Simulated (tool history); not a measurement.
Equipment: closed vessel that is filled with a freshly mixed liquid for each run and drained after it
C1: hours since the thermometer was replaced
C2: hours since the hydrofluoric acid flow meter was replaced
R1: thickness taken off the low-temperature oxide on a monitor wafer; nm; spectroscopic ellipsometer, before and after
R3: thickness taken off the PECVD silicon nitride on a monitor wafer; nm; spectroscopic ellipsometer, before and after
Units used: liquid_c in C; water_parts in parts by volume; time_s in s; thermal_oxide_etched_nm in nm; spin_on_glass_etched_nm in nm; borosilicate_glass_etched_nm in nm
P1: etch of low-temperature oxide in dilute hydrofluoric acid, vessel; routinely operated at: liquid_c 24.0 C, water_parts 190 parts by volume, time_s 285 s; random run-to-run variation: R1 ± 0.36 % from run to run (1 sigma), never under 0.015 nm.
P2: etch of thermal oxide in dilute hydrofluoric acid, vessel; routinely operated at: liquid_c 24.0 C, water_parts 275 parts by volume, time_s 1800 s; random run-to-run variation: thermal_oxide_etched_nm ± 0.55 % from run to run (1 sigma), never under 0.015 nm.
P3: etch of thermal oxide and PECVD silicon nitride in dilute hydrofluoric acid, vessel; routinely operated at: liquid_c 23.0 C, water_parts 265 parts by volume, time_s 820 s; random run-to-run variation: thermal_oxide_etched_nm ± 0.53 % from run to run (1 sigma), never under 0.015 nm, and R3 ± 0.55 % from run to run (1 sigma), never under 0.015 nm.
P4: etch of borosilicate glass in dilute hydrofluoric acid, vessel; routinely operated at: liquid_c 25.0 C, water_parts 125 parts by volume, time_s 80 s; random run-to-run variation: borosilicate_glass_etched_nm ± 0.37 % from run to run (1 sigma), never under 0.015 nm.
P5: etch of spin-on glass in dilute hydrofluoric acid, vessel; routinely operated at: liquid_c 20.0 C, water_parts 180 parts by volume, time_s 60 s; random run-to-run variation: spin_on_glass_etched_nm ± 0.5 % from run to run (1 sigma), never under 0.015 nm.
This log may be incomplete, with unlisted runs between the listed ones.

run 1 hour=10.3 | process=P1 liquid_c=24.0 water_parts=190 time_s=285 | C1=632.0 C2=904.1 | R1=16.2580
run 2 hour=16.0 | process=P3 liquid_c=23.0 water_parts=95 time_s=820 | C1=637.7 C2=909.8 | thermal_oxide_etched_nm=39.9810 R3=19.0840
run 3 hour=28.7 | process=P1 liquid_c=24.0 water_parts=190 time_s=525 | C1=650.4 C2=922.5 | R1=30.2460
run 4 hour=38.7 | process=P1 liquid_c=32.0 water_parts=190 time_s=285 | C1=660.4 C2=932.5 | R1=21.6980
run 5 hour=47.6 | process=P5 liquid_c=20.0 water_parts=180 time_s=60 | C1=669.3 C2=941.4 | spin_on_glass_etched_nm=11.6480
run 6 hour=53.3 | process=P3 liquid_c=23.0 water_parts=265 time_s=140 | C1=675.0 C2=947.1 | thermal_oxide_etched_nm=2.0359 R3=1.1790
run 7 hour=62.2 | process=P3 liquid_c=29.0 water_parts=265 time_s=820 | C1=683.9 C2=956.0 | thermal_oxide_etched_nm=14.8280 R3=9.8536
run 8 hour=74.4 | process=P1 liquid_c=24.0 water_parts=70 time_s=285 | C1=696.1 C2=968.2 | R1=50.9780
run 9 hour=85.5 | process=P2 liquid_c=24.0 water_parts=275 time_s=3565 | C1=707.2 C2=979.3 | thermal_oxide_etched_nm=50.8120
run 10 hour=97.0 | process=P1 liquid_c=24.0 water_parts=335 time_s=285 | C1=718.7 C2=990.8 | R1=7.9801
run 11 hour=103.3 | process=P1 liquid_c=24.0 water_parts=190 time_s=285 | C1=725.0 C2=997.1 | R1=16.4420
-- hour=104.5 hydrofluoric acid flow meter replaced
run 12 hour=111.6 | process=P5 liquid_c=20.0 water_parts=95 time_s=60 | C1=733.3 C2=7.2 | spin_on_glass_etched_nm=23.8640
run 13 hour=120.0 | process=P2 liquid_c=31.5 water_parts=275 time_s=1800 | C1=741.7 C2=15.6 | thermal_oxide_etched_nm=33.1930
run 14 hour=132.6 | process=P5 liquid_c=24.0 water_parts=180 time_s=60 | C1=754.3 C2=28.2 | spin_on_glass_etched_nm=13.5430
run 15 hour=138.2 | process=P1 liquid_c=19.0 water_parts=190 time_s=285 | C1=759.9 C2=33.8 | R1=13.4790
run 16 hour=147.9 | process=P3 liquid_c=23.0 water_parts=265 time_s=820 | C1=769.6 C2=43.5 | thermal_oxide_etched_nm=11.9730 R3=6.8856
run 17 hour=158.1 | process=P5 liquid_c=20.0 water_parts=180 time_s=30 | C1=779.8 C2=53.7 | spin_on_glass_etched_nm=5.7885
run 18 hour=168.3 | process=P1 liquid_c=24.0 water_parts=305 time_s=120 | C1=790.0 C2=63.9 | R1=3.8125
run 19 hour=178.8 | process=P1 liquid_c=24.0 water_parts=190 time_s=285 | C1=800.5 C2=74.4 | R1=16.4520
run 20 hour=187.9 | process=P1 liquid_c=24.0 water_parts=190 time_s=35 | C1=809.6 C2=83.5 | R1=2.0021
run 21 hour=195.9 | process=P1 liquid_c=24.0 water_parts=190 time_s=285 | C1=817.6 C2=91.5 | R1=16.3900
run 22 hour=203.6 | process=P1 liquid_c=24.0 water_parts=190 time_s=285 | C1=825.3 C2=99.2 | R1=16.3410
run 23 hour=214.0 | process=P3 liquid_c=23.0 water_parts=265 time_s=820 | C1=835.7 C2=109.6 | thermal_oxide_etched_nm=11.8760 R3=6.8212
run 24 hour=224.3 | process=P4 liquid_c=25.0 water_parts=125 time_s=30 | C1=846.0 C2=119.9 | borosilicate_glass_etched_nm=10.042
run 25 hour=231.3 | process=P4 liquid_c=18.5 water_parts=125 time_s=80 | C1=853.0 C2=126.9 | borosilicate_glass_etched_nm=20.740
run 26 hour=241.1 | process=P2 liquid_c=24.0 water_parts=275 time_s=1800 | C1=862.8 C2=136.7 | thermal_oxide_etched_nm=26.1700
run 27 hour=252.8 | process=P2 liquid_c=24.0 water_parts=480 time_s=1800 | C1=874.5 C2=148.4 | thermal_oxide_etched_nm=12.2150
run 28 hour=261.6 | process=P4 liquid_c=25.0 water_parts=125 time_s=80 | C1=883.3 C2=157.2 | borosilicate_glass_etched_nm=26.812
run 29 hour=267.7 | process=P4 liquid_c=25.0 water_parts=200 time_s=80 | C1=889.4 C2=163.3 | borosilicate_glass_etched_nm=15.431
run 30 hour=275.8 | process=P4 liquid_c=25.0 water_parts=125 time_s=80 | C1=897.5 C2=171.4 | borosilicate_glass_etched_nm=26.967
run 31 hour=288.0 | process=P1 liquid_c=24.0 water_parts=190 time_s=285 | C1=909.7 C2=183.6 | R1=16.3640
run 32 hour=293.6 | process=P1 liquid_c=24.0 water_parts=190 time_s=285 | C1=915.3 C2=189.2 | R1=16.0850
run 33 hour=299.7 | process=P1 liquid_c=24.0 water_parts=190 time_s=285 | C1=921.4 C2=195.3 | R1=15.8280
run 34 hour=306.2 | process=P1 liquid_c=24.0 water_parts=190 time_s=285 | C1=927.9 C2=201.8 | R1=15.7490
run 35 hour=318.3 | process=P1 liquid_c=24.0 water_parts=190 time_s=285 | C1=940.0 C2=213.9 | R1=15.5130
run 36 hour=331.1 | process=P1 liquid_c=24.0 water_parts=190 time_s=285 | C1=952.8 C2=226.7 | R1=15.5200
run 37 hour=343.2 | process=P1 liquid_c=24.0 water_parts=190 time_s=285 | C1=964.9 C2=238.8 | R1=15.4540
run 38 hour=354.1 | process=P1 liquid_c=24.0 water_parts=190 time_s=285 | C1=975.8 C2=249.7 | R1=15.4030
run 39 hour=365.0 | process=P1 liquid_c=24.0 water_parts=190 time_s=285 | C1=986.7 C2=260.6 | R1=15.4020

The log shows P1 creeping away from where it was. Any of the 2 causes listed here, at the size stated for it, fits the log just as well as the others:
A: hydrofluoric acid flow below the setpoint (%) = 4.94
B: liquid colder than its thermometer reads (K) = 1.64
The drift started at roughly hour 288.0.

Listed below are the offered check runs, one wafer per run, with question marks in place of results. For which of them would the causes give clearly different outcomes?
run check 1 hour=375.9 | process=P5 liquid_c=20.0 water_parts=180 time_s=60 | spin_on_glass_etched_nm=?
run check 2 hour=375.9 | process=P2 liquid_c=24.0 water_parts=275 time_s=1800 | thermal_oxide_etched_nm=?
run check 3 hour=375.9 | process=P4 liquid_c=25.0 water_parts=125 time_s=80 | borosilicate_glass_etched_nm=?
run check 4 hour=375.9 | process=P3 liquid_c=23.0 water_parts=265 time_s=820 | thermal_oxide_etched_nm=? R3=?

Check results expected under each cause:
check=check_1 result=spin_on_glass_etched_nm if_A=10.9180 if_B=10.8670
check=check_2 result=thermal_oxide_etched_nm if_A=24.1690 if_B=24.3240
check=check_3 result=borosilicate_glass_etched_nm if_A=25.373 if_B=25.242
check=check_4 result=thermal_oxide_etched_nm if_A=11.1800 if_B=11.2320
check=check_4 result=R3 if_A=6.5060 if_B=6.1688
Per-check spread between the two closest causes, in the result where they differ most: check 1 0.47 %; check 2 0.64 %; check 3 0.52 %; check 4 5.32 %
Check 4 tells the causes apart: in the others they would give nearly the same result.

Running check 4 produced the following: thermal_oxide_etched_nm 11.1820 nm; R3 6.5147 nm. Which one of the listed causes fits?

The cause is A: hydrofluoric acid flow below the setpoint (%).
